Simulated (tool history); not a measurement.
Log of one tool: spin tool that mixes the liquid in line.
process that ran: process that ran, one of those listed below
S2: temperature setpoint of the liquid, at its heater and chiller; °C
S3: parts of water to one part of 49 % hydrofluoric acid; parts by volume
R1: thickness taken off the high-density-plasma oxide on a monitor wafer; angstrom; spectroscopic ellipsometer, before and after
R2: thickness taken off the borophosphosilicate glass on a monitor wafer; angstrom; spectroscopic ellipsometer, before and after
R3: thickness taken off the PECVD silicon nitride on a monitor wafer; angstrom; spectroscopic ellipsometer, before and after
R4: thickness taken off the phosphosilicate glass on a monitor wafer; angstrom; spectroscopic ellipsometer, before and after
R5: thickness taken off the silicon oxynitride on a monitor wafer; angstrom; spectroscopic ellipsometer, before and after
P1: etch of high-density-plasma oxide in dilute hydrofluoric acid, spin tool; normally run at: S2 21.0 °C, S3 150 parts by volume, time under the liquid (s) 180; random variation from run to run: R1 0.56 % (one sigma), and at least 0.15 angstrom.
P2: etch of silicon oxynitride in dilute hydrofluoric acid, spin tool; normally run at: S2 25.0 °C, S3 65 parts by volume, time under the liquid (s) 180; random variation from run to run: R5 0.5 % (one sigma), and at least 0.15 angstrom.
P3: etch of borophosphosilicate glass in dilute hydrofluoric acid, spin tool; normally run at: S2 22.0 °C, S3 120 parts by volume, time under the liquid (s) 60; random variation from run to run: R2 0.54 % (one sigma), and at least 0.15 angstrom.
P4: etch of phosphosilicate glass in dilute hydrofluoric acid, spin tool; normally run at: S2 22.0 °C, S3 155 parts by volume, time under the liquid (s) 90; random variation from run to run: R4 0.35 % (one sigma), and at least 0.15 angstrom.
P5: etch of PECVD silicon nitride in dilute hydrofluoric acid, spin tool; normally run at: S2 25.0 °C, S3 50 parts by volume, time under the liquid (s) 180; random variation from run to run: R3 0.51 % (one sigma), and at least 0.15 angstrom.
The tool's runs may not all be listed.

{"run": 1, "day": 0.238, "process that ran": "P1", "S2": 21.0, "S3": 150, "time under the liquid (s)": 180, "R1": 53.308}
{"run": 2, "day": 0.567, "process that ran": "P3", "S2": 29.0, "S3": 120, "time under the liquid (s)": 60, "R2": 158.21}
{"run": 3, "day": 0.779, "process that ran": "P5", "S2": 30.5, "S3": 50, "time under the liquid (s)": 180, "R3": 302.2}
{"run": 4, "day": 0.929, "process that ran": "P1", "S2": 21.0, "S3": 150, "time under the liquid (s)": 180, "R1": 53.311}
{"run": 5, "day": 1.104, "process that ran": "P1", "S2": 21.0, "S3": 150, "time under the liquid (s)": 320, "R1": 93.771}
{"run": 6, "day": 1.446, "process that ran": "P5", "S2": 25.0, "S3": 50, "time under the liquid (s)": 65, "R3": 76.498}
{"run": 7, "day": 1.758, "process that ran": "P4", "S2": 22.0, "S3": 230, "time under the liquid (s)": 90, "R4": 333.84}
{"run": 8, "day": 1.925, "process that ran": "P2", "S2": 25.0, "S3": 65, "time under the liquid (s)": 15, "R5": 3.7699}
{"run": 9, "day": 2.183, "process that ran": "P4", "S2": 22.0, "S3": 155, "time under the liquid (s)": 90, "R4": 531.98}
{"run": 10, "day": 2.346, "process that ran": "P1", "S2": 25.0, "S3": 215, "time under the liquid (s)": 180, "R1": 39.725}
{"run": 11, "day": 2.6, "process that ran": "P1", "S2": 21.0, "S3": 150, "time under the liquid (s)": 180, "R1": 53.342}
{"run": 12, "day": 2.754, "process that ran": "P5", "S2": 25.0, "S3": 25, "time under the liquid (s)": 180, "R3": 412.89}
{"run": 13, "day": 2.988, "process that ran": "P1", "S2": 28.0, "S3": 150, "time under the liquid (s)": 180, "R1": 69.293}
{"run": 14, "day": 3.254, "process that ran": "P4", "S2": 22.0, "S3": 155, "time under the liquid (s)": 90, "R4": 533.48}
{"run": 15, "day": 3.517, "process that ran": "P3", "S2": 22.0, "S3": 120, "time under the liquid (s)": 60, "R2": 119.26}
{"run": 16, "day": 3.771, "process that ran": "P2", "S2": 25.0, "S3": 110, "time under the liquid (s)": 180, "R5": 25.539}
{"run": 17, "day": 3.975, "process that ran": "P1", "S2": 17.0, "S3": 150, "time under the liquid (s)": 180, "R1": 45.174}
{"run": 18, "day": 4.217, "process that ran": "P1", "S2": 27.5, "S3": 150, "time under the liquid (s)": 30, "R1": 11.275}
{"run": 19, "day": 4.5, "process that ran": "P5", "S2": 25.0, "S3": 50, "time under the liquid (s)": 180, "R3": 210.78}
{"run": 20, "day": 4.8, "process that ran": "P1", "S2": 21.0, "S3": 210, "time under the liquid (s)": 180, "R1": 35.668}
{"run": 21, "day": 5.108, "process that ran": "P1", "S2": 29.0, "S3": 150, "time under the liquid (s)": 280, "R1": 110.85}
{"run": 22, "day": 5.362, "process that ran": "P1", "S2": 21.0, "S3": 65, "time under the liquid (s)": 180, "R1": 134.24}
{"run": 23, "day": 5.679, "process that ran": "P2", "S2": 25.0, "S3": 65, "time under the liquid (s)": 180, "R5": 45.398}
{"run": 24, "day": 5.938, "process that ran": "P4", "S2": 29.0, "S3": 155, "time under the liquid (s)": 90, "R4": 691.73}
{"run": 25, "day": 6.179, "process that ran": "P1", "S2": 21.0, "S3": 150, "time under the liquid (s)": 180, "R1": 53.012}
{"run": 26, "day": 6.446, "process that ran": "P5", "S2": 25.0, "S3": 50, "time under the liquid (s)": 180, "R3": 212.03}
{"run": 27, "day": 6.742, "process that ran": "P4", "S2": 22.0, "S3": 155, "time under the liquid (s)": 15, "R4": 88.509}
{"day": 6.892, "done": "hydrofluoric acid flow meter replaced"}
{"run": 28, "day": 6.979, "process that ran": "P3", "S2": 22.0, "S3": 120, "time under the liquid (s)": 15, "R2": 29.812}
{"run": 29, "day": 7.221, "process that ran": "P2", "S2": 33.5, "S3": 65, "time under the liquid (s)": 180, "R5": 66.982}
{"run": 30, "day": 7.525, "process that ran": "P3", "S2": 22.0, "S3": 175, "time under the liquid (s)": 60, "R2": 77.157}
{"run": 31, "day": 7.754, "process that ran": "P1", "S2": 21.0, "S3": 150, "time under the liquid (s)": 180, "R1": 52.672}
{"run": 32, "day": 7.971, "process that ran": "P1", "S2": 21.0, "S3": 150, "time under the liquid (s)": 20, "R1": 5.7346}
{"run": 33, "day": 8.167, "process that ran": "P1", "S2": 21.0, "S3": 150, "time under the liquid (s)": 180, "R1": 53.217}
{"run": 34, "day": 8.442, "process that ran": "P1", "S2": 21.0, "S3": 150, "time under the liquid (s)": 180, "R1": 51.773}
{"run": 35, "day": 8.658, "process that ran": "P1", "S2": 21.0, "S3": 150, "time under the liquid (s)": 180, "R1": 50.504}
{"run": 36, "day": 8.833, "process that ran": "P1", "S2": 21.0, "S3": 150, "time under the liquid (s)": 180, "R1": 50.494}
{"run": 37, "day": 9.079, "process that ran": "P1", "S2": 21.0, "S3": 150, "time under the liquid (s)": 180, "R1": 50.296}
{"run": 38, "day": 9.392, "process that ran": "P1", "S2": 21.0, "S3": 150, "time under the liquid (s)": 180, "R1": 50.296}
{"run": 39, "day": 9.612, "process that ran": "P1", "S2": 21.0, "S3": 150, "time under the liquid (s)": 180, "R1": 50.162}
{"run": 40, "day": 9.8, "process that ran": "P1", "S2": 21.0, "S3": 150, "time under the liquid (s)": 180, "R1": 49.636}
{"run": 41, "day": 9.958, "process that ran": "P1", "S2": 21.0, "S3": 150, "time under the liquid (s)": 180, "R1": 49.28}
{"run": 42, "day": 10.267, "process that ran": "P1", "S2": 21.0, "S3": 150, "time under the liquid (s)": 180, "R1": 49.216}
{"run": 43, "day": 10.546, "process that ran": "P1", "S2": 21.0, "S3": 150, "time under the liquid (s)": 180, "R1": 49.33}

What P1 gives has crept away from where it was. These 2 causes fit the log equally well, each at the size given:
A: liquid colder than its thermometer reads (K) = 1.75
B: hydrofluoric acid flow below the setpoint (%) = 5.78
The creep began at about day 8.167.

4 check runs are offered, one wafer each, their results left as question marks. Which one tells the causes apart?
{"run": "check 1", "day": 10.825, "process that ran": "P2", "S2": 33.0, "S3": 95, "time under the liquid (s)": 180, "R5": "?"}
{"run": "check 2", "day": 10.825, "process that ran": "P3", "S2": 28.5, "S3": 120, "time under the liquid (s)": 60, "R2": "?"}
{"run": "check 3", "day": 10.825, "process that ran": "P5", "S2": 25.0, "S3": 30, "time under the liquid (s)": 180, "R3": "?"}
{"run": "check 4", "day": 10.825, "process that ran": "P4", "S2": 28.0, "S3": 155, "time under the liquid (s)": 90, "R4": "?"}

What each check would give under each cause:
check=check_1 result=R5 if_A=40.0270 if_B=40.4770
check=check_2 result=R2 if_A=143.950 if_B=143.490
check=check_3 result=R3 if_A=309.580 if_B=329.200
check=check_4 result=R4 if_A=624.730 if_B=620.530
How far apart the two closest causes lie, in the result that separates them most: check 1 1.12 %; check 2 0.32 %; check 3 6.15 %; check 4 0.67 %
Check 3 tells the causes apart: in the others they would give nearly the same result.

Then check 3 was run and gave: R3 330.830 angstrom. Which cause is it?

It is B: hydrofluoric acid flow below the setpoint (%).

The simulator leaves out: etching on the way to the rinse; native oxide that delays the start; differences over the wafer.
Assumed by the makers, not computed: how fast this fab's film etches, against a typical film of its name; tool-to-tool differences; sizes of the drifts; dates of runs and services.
